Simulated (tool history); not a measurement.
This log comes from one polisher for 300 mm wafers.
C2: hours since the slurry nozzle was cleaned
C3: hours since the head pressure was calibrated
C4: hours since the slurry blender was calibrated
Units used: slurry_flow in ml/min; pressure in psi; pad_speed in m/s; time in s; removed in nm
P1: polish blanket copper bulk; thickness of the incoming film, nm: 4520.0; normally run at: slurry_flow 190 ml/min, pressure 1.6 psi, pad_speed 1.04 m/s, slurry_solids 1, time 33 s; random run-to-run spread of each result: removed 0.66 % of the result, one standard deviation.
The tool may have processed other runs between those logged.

{"run": 1, "hour": 5.4, "slurry_flow": 190, "pressure": 1.6, "pad_speed": 1.04, "slurry_solids": 1, "time": 33, "wafers polished on this pad": 547, "C2": 86.7, "C3": 147.4, "C4": 61.8, "removed": 149.63}
{"run": 2, "hour": 11.2, "slurry_flow": 190, "pressure": 0.7, "pad_speed": 1.04, "slurry_solids": 1, "time": 33, "wafers polished on this pad": 600, "C2": 92.5, "C3": 153.2, "C4": 67.6, "removed": 64.891}
{"run": 3, "hour": 15.0, "slurry_flow": 190, "pressure": 1.6, "pad_speed": 1.36, "slurry_solids": 1.45, "time": 33, "wafers polished on this pad": 635, "C2": 96.3, "C3": 157, "C4": 71.4, "removed": 210.02}
{"run": 4, "hour": 18.8, "slurry_flow": 190, "pressure": 1.6, "pad_speed": 1.04, "slurry_solids": 1.4, "time": 33, "wafers polished on this pad": 670, "C2": 100.1, "C3": 160.8, "C4": 75.2, "removed": 159.17}
{"run": 5, "hour": 26.7, "slurry_flow": 190, "pressure": 1.6, "pad_speed": 1.04, "slurry_solids": 1, "time": 33, "wafers polished on this pad": 743, "C2": 108, "C3": 168.7, "C4": 83.1, "removed": 146.48}
{"run": 6, "hour": 30.5, "slurry_flow": 190, "pressure": 1.6, "pad_speed": 1.04, "slurry_solids": 1, "time": 33, "wafers polished on this pad": 778, "C2": 111.8, "C3": 172.5, "C4": 86.9, "removed": 151.14}
{"hour": 34.7, "done": "head pressure recalibrated"}
{"run": 7, "hour": 35.9, "slurry_flow": 190, "pressure": 1.6, "pad_speed": 1.04, "slurry_solids": 1, "time": 33, "wafers polished on this pad": 828, "C2": 117.2, "C3": 1.3, "C4": 92.3, "removed": 146.76}
{"run": 8, "hour": 40.0, "slurry_flow": 190, "pressure": 1.6, "pad_speed": 1.04, "slurry_solids": 1, "time": 45, "wafers polished on this pad": 865, "C2": 121.3, "C3": 5.4, "C4": 96.4, "removed": 199.91}
{"run": 9, "hour": 45.4, "slurry_flow": 190, "pressure": 1.6, "pad_speed": 1.04, "slurry_solids": 1, "time": 33, "wafers polished on this pad": 915, "C2": 126.7, "C3": 10.8, "C4": 101.8, "removed": 149.73}
{"run": 10, "hour": 51.1, "slurry_flow": 140, "pressure": 1.6, "pad_speed": 0.74, "slurry_solids": 1, "time": 33, "wafers polished on this pad": 967, "C2": 132.4, "C3": 16.5, "C4": 107.5, "removed": 101.12}
{"run": 11, "hour": 54.9, "slurry_flow": 115, "pressure": 1.6, "pad_speed": 1.04, "slurry_solids": 1, "time": 33, "wafers polished on this pad": 1002, "C2": 136.2, "C3": 20.3, "C4": 111.3, "removed": 135.36}
{"run": 12, "hour": 59.5, "slurry_flow": 190, "pressure": 1.6, "pad_speed": 1.04, "slurry_solids": 1, "time": 18, "wafers polished on this pad": 1045, "C2": 140.8, "C3": 24.9, "C4": 115.9, "removed": 79.93}
{"run": 13, "hour": 63.6, "slurry_flow": 280, "pressure": 1.6, "pad_speed": 1.04, "slurry_solids": 1, "time": 33, "wafers polished on this pad": 1082, "C2": 144.9, "C3": 29, "C4": 120, "removed": 155.41}
{"run": 14, "hour": 69.1, "slurry_flow": 190, "pressure": 1.6, "pad_speed": 1.36, "slurry_solids": 1, "time": 33, "wafers polished on this pad": 1133, "C2": 150.4, "C3": 34.5, "C4": 125.5, "removed": 192.81}
{"run": 15, "hour": 77.0, "slurry_flow": 190, "pressure": 1.6, "pad_speed": 0.66, "slurry_solids": 1, "time": 33, "wafers polished on this pad": 1206, "C2": 158.3, "C3": 42.4, "C4": 133.4, "removed": 93.774}
{"run": 16, "hour": 83.4, "slurry_flow": 190, "pressure": 2.4, "pad_speed": 1.04, "slurry_solids": 1, "time": 25, "wafers polished on this pad": 1265, "C2": 164.7, "C3": 48.8, "C4": 139.8, "removed": 168.23}
{"run": 17, "hour": 87.4, "slurry_flow": 190, "pressure": 1.6, "pad_speed": 1.04, "slurry_solids": 0.75, "time": 33, "wafers polished on this pad": 1301, "C2": 168.7, "C3": 52.8, "C4": 143.8, "removed": 138.33}
{"run": 18, "hour": 94.2, "slurry_flow": 190, "pressure": 2.5, "pad_speed": 1.04, "slurry_solids": 1, "time": 33, "wafers polished on this pad": 1364, "C2": 175.5, "C3": 59.6, "C4": 150.6, "removed": 229.51}
{"run": 19, "hour": 101.3, "slurry_flow": 190, "pressure": 1.6, "pad_speed": 1.04, "slurry_solids": 1, "time": 33, "wafers polished on this pad": 1429, "C2": 182.6, "C3": 66.7, "C4": 157.7, "removed": 148.73}
{"run": 20, "hour": 106.2, "slurry_flow": 190, "pressure": 1.6, "pad_speed": 1.04, "slurry_solids": 1, "time": 33, "wafers polished on this pad": 1474, "C2": 187.5, "C3": 71.6, "C4": 162.6, "removed": 144.61}
{"run": 21, "hour": 110.4, "slurry_flow": 190, "pressure": 1.6, "pad_speed": 1.04, "slurry_solids": 1, "time": 33, "wafers polished on this pad": 1513, "C2": 191.7, "C3": 75.8, "C4": 166.8, "removed": 144.08}
{"run": 22, "hour": 117.4, "slurry_flow": 190, "pressure": 1.6, "pad_speed": 1.04, "slurry_solids": 1, "time": 33, "wafers polished on this pad": 1577, "C2": 198.7, "C3": 82.8, "C4": 173.8, "removed": 143.46}
{"run": 23, "hour": 124.8, "slurry_flow": 190, "pressure": 1.6, "pad_speed": 1.04, "slurry_solids": 1, "time": 33, "wafers polished on this pad": 1645, "C2": 206.1, "C3": 90.2, "C4": 181.2, "removed": 139.99}
{"hour": 127.7, "done": "slurry blender recalibrated"}
{"run": 24, "hour": 132.1, "slurry_flow": 190, "pressure": 1.6, "pad_speed": 1.04, "slurry_solids": 1, "time": 33, "wafers polished on this pad": 1713, "C2": 213.4, "C3": 97.5, "C4": 4.5, "removed": 140.12}
{"run": 25, "hour": 135.9, "slurry_flow": 190, "pressure": 1.6, "pad_speed": 1.04, "slurry_solids": 1, "time": 33, "wafers polished on this pad": 1748, "C2": 217.2, "C3": 101.3, "C4": 8.3, "removed": 139.35}
{"run": 26, "hour": 144.0, "slurry_flow": 190, "pressure": 1.6, "pad_speed": 1.04, "slurry_solids": 1, "time": 33, "wafers polished on this pad": 1822, "C2": 225.3, "C3": 109.4, "C4": 16.4, "removed": 140.11}
{"hour": 144.1, "done": "head pressure recalibrated"}
{"run": 27, "hour": 147.8, "slurry_flow": 190, "pressure": 1.6, "pad_speed": 1.04, "slurry_solids": 1, "time": 33, "wafers polished on this pad": 1857, "C2": 229.1, "C3": 3.7, "C4": 20.2, "removed": 138.79}
{"run": 28, "hour": 153.9, "slurry_flow": 190, "pressure": 1.6, "pad_speed": 1.04, "slurry_solids": 1, "time": 33, "wafers polished on this pad": 1913, "C2": 235.2, "C3": 9.8, "C4": 26.3, "removed": 138.86}
{"run": 29, "hour": 160.2, "slurry_flow": 190, "pressure": 1.6, "pad_speed": 1.04, "slurry_solids": 1, "time": 33, "wafers polished on this pad": 1971, "C2": 241.5, "C3": 16.1, "C4": 32.6, "removed": 138.09}

P1 has crept away from where it was. The log is fitted equally well by each of these 2 causes, at the sizes shown:
A: slurry flow missing at the pad, % = 32.5
B: removal rate lost through wear of the pad, % = 6.36
The gradual shift began around hour 101.3.
Every other cause this tool's parts could produce, and why it does not fit the log:
head's pressure below its setpoint, %: was serviced at hour 144.1, once the creep was under way, yet the earlier output never came back
abrasive missing from the slurry, %: was serviced at hour 127.7, once the creep was under way, yet the earlier output never came back

Each of the check runs listed below is run on 5 wafers and reports their average, with the results left as question marks. Pick the one under which the possible causes would lead to clearly different results.
{"run": "check 1", "hour": 166.5, "slurry_flow": 190, "pressure": 1.6, "pad_speed": 1.04, "slurry_solids": 1.25, "time": 20, "removed": "?"}
{"run": "check 2", "hour": 166.5, "slurry_flow": 190, "pressure": 1.6, "pad_speed": 1.34, "slurry_solids": 1, "time": 33, "removed": "?"}
{"run": "check 3", "hour": 166.5, "slurry_flow": 140, "pressure": 0.8, "pad_speed": 1.04, "slurry_solids": 1, "time": 33, "removed": "?"}
{"run": "check 4", "hour": 166.5, "slurry_flow": 190, "pressure": 0.8, "pad_speed": 1.04, "slurry_solids": 1, "time": 40, "removed": "?"}

What every check run would give for each of its results, assuming each possible cause in turn:
check=check_1 result=removed if_A=88.399 if_B=88.39
check=check_2 result=removed if_A=179.05 if_B=179.03
check=check_3 result=removed if_A=64.792 if_B=66.161
check=check_4 result=removed if_A=84.219 if_B=84.21
Per-check spread between the two closest causes, in the result where they differ most: check 1 0.01 %; check 2 0.01 %; check 3 2.09 %; check 4 0.01 %
The other checks would show nearly matching results whichever cause is true, so check 3 is the only one that separates the causes.

After running check 3, the following was obtained: removed 66.235 nm. Which cause does this point to?

It was cause B: removal rate lost through wear of the pad, %.

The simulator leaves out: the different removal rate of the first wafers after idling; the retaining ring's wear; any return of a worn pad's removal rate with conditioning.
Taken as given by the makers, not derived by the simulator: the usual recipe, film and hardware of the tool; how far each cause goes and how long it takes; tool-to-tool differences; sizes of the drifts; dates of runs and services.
